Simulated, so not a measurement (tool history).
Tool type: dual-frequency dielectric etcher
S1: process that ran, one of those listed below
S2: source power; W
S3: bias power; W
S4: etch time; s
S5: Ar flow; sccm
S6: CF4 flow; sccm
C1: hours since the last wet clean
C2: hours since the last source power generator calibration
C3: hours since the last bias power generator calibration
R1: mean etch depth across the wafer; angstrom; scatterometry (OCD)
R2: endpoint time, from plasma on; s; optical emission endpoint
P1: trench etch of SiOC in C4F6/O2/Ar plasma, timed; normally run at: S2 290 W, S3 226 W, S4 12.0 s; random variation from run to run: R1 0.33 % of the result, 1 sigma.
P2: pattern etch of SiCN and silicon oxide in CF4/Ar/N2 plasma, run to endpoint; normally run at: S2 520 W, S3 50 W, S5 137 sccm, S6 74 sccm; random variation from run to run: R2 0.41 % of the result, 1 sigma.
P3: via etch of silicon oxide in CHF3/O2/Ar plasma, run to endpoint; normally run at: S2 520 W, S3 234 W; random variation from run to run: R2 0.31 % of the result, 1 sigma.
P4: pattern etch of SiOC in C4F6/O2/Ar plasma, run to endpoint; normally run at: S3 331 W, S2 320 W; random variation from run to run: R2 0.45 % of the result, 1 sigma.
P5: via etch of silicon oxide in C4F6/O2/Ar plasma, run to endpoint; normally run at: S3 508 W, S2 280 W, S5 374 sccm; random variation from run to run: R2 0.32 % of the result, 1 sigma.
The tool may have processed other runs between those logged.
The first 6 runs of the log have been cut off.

{"run": 7, "day": 0.933, "S1": "P2", "S2": 430, "S3": 50, "S5": 137, "S6": 74, "C1": 166.1, "C2": 626.4, "C3": 1020.3, "R2": 21.972}
{"run": 8, "day": 1.104, "S1": "P3", "S2": 520, "S3": 324, "C1": 170.2, "C2": 630.5, "C3": 1024.4, "R2": 349.18}
{"run": 9, "day": 1.262, "S1": "P4", "S2": 320, "S3": 331, "C1": 174.0, "C2": 634.3, "C3": 1028.2, "R2": 20.346}
{"run": 10, "day": 1.412, "S1": "P1", "S2": 290, "S3": 303, "S4": 12.0, "C1": 177.6, "C2": 637.9, "C3": 1031.8, "R1": 260.72}
{"run": 11, "day": 1.588, "S1": "P5", "S2": 280, "S3": 508, "S5": 374, "C1": 181.8, "C2": 642.1, "C3": 1036.0, "R2": 19.475}
{"run": 12, "day": 1.762, "S1": "P1", "S2": 180, "S3": 226, "S4": 12.0, "C1": 186.0, "C2": 646.3, "C3": 1040.2, "R1": 197.26}
{"run": 13, "day": 1.912, "S1": "P5", "S2": 220, "S3": 508, "S5": 374, "C1": 189.6, "C2": 649.9, "C3": 1043.8, "R2": 21.441}
{"run": 14, "day": 2.033, "S1": "P4", "S2": 320, "S3": 205, "C1": 192.5, "C2": 652.8, "C3": 1046.7, "R2": 24.053}
{"run": 15, "day": 2.162, "S1": "P4", "S2": 320, "S3": 331, "C1": 195.6, "C2": 655.9, "C3": 1049.8, "R2": 20.334}
{"run": 16, "day": 2.242, "S1": "P5", "S2": 280, "S3": 657, "S5": 374, "C1": 197.5, "C2": 657.8, "C3": 1051.7, "R2": 17.68}
{"run": 17, "day": 2.4, "S1": "P4", "S2": 200, "S3": 331, "C1": 201.3, "C2": 661.6, "C3": 1055.5, "R2": 24.332}
{"run": 18, "day": 2.538, "S1": "P2", "S2": 520, "S3": 50, "S5": 137, "S6": 102, "C1": 204.6, "C2": 664.9, "C3": 1058.8, "R2": 17.485}
{"run": 19, "day": 2.692, "S1": "P1", "S2": 290, "S3": 226, "S4": 17.5, "C1": 208.3, "C2": 668.6, "C3": 1062.5, "R1": 344.69}
{"run": 20, "day": 2.771, "S1": "P5", "S2": 280, "S3": 508, "S5": 453, "C1": 210.2, "C2": 670.5, "C3": 1064.4, "R2": 20.005}
{"run": 21, "day": 2.929, "S1": "P1", "S2": 290, "S3": 226, "S4": 12.0, "C1": 214.0, "C2": 674.3, "C3": 1068.2, "R1": 236.72}
{"run": 22, "day": 3.062, "S1": "P2", "S2": 520, "S3": 66, "S5": 137, "S6": 74, "C1": 217.2, "C2": 677.5, "C3": 1071.4, "R2": 16.933}
{"run": 23, "day": 3.221, "S1": "P2", "S2": 520, "S3": 50, "S5": 185, "S6": 74, "C1": 221.0, "C2": 681.3, "C3": 1075.2, "R2": 19.632}
{"run": 24, "day": 3.379, "S1": "P1", "S2": 290, "S3": 226, "S4": 12.0, "C1": 224.8, "C2": 685.1, "C3": 1079.0, "R1": 235.64}
{"run": 25, "day": 3.492, "S1": "P1", "S2": 290, "S3": 226, "S4": 12.0, "C1": 227.5, "C2": 687.8, "C3": 1081.7, "R1": 235.51}
{"run": 26, "day": 3.658, "S1": "P3", "S2": 300, "S3": 234, "C1": 231.5, "C2": 691.8, "C3": 1085.7, "R2": 482.13}

What will run 27 give?
{"run": 27, "day": 3.788, "S1": "P3", "S2": 520, "S3": 234, "C1": 234.6, "C2": 694.9, "C3": 1088.8, "R2": "?"}

{"run 27": {"R2": 392.53}}
